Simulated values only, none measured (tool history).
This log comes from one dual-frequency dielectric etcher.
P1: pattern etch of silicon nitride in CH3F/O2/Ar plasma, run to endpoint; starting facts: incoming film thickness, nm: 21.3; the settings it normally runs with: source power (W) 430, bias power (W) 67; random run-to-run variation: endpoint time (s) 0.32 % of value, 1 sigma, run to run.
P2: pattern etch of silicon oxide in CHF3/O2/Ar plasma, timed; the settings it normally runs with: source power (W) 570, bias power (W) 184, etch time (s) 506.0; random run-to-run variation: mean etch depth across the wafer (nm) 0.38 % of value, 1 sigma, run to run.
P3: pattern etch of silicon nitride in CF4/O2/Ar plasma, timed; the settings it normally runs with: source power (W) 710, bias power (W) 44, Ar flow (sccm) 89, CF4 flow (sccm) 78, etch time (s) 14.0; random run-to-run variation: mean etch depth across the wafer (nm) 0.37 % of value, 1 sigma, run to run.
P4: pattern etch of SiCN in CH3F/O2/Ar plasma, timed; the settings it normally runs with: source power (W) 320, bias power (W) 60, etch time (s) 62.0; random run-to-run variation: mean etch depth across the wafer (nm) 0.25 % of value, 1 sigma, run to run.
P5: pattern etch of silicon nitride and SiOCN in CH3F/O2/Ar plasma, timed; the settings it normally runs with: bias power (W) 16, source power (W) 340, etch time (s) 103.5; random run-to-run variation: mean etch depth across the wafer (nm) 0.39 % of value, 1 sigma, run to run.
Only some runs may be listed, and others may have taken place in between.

run,hour,process that ran,source power (W),bias power (W),Ar flow (sccm),CF4 flow (sccm),etch time (s),hours since the last wet clean,hours since the last source power generator calibration,hours since the last bias power generator calibration,endpoint time (s),mean etch depth across the wafer (nm)
1,6.0,P1,430,67,,,,55.7,1347.4,2039.1,30.384,
2,10.3,P1,430,88,,,,60.0,1351.7,2043.4,27.635,
3,14.1,P3,710,44,122,78,14.0,63.8,1355.5,2047.2,,32.1580
4,21.3,P2,570,129,,,506.0,71.0,1362.7,2054.4,,869.3600
5,26.6,P3,710,44,89,78,11.0,76.3,1368.0,2059.7,,26.4110
6,33.9,P1,430,55,,,,83.6,1375.3,2067.0,32.401,
7,40.0,P5,340,16,,,103.5,89.7,1381.4,2073.1,,11.3930
8,47.6,P4,320,60,,,78.5,97.3,1389.0,2080.7,,25.9560
9,51.9,P5,340,16,,,146.5,101.6,1393.3,2085.0,,15.9970
10,58.3,P1,430,67,,,,108.0,1399.7,2091.4,30.376,
11,63.3,P4,320,83,,,62.0,113.0,1404.7,2096.4,,22.9530
12,69.8,P3,710,44,89,78,14.0,119.5,1411.2,2102.9,,33.5970
13,74.8,P1,560,67,,,,124.5,1416.2,2107.9,27.433,
14,80.1,P2,570,184,,,506.0,129.8,1421.5,2113.2,,973.8100
15,85.9,P3,710,44,89,107,14.0,135.6,1427.3,2119.0,,35.3120
16,93.6,P3,710,31,89,78,14.0,143.3,1435.0,2126.7,,29.9620
# hour 95.7: source power generator calibrated
17,101.8,P1,280,67,,,,151.5,6.1,2134.9,35.897,
18,105.5,P1,430,67,,,,155.2,9.8,2138.6,30.299,
19,110.9,P1,430,67,,,,160.6,15.2,2144.0,30.394,
20,114.8,P1,280,84,,,,164.5,19.1,2147.9,33.033,
21,122.6,P4,320,60,,,62.0,172.3,26.9,2155.7,,20.5210
22,128.4,P4,440,60,,,62.0,178.1,32.7,2161.5,,23.0730
23,133.9,P3,410,44,89,78,14.0,183.6,38.2,2167.0,,20.8960
24,137.9,P3,710,44,89,78,14.0,187.6,42.2,2171.0,,33.8970
25,145.5,P5,210,16,,,103.5,195.2,49.8,2178.6,,9.5403
26,153.7,P5,340,12,,,103.5,203.4,58.0,2186.8,,10.0520
27,159.4,P1,430,67,,,,209.1,63.7,2192.5,30.431,
28,163.2,P2,570,184,,,278.5,212.9,67.5,2196.3,,537.9400

For run 29, what comes out?
29,169.0,P2,740,184,,,506.0,218.7,73.3,2202.1,,?

{"run 29": {"mean etch depth across the wafer (nm)": 1085.1}}

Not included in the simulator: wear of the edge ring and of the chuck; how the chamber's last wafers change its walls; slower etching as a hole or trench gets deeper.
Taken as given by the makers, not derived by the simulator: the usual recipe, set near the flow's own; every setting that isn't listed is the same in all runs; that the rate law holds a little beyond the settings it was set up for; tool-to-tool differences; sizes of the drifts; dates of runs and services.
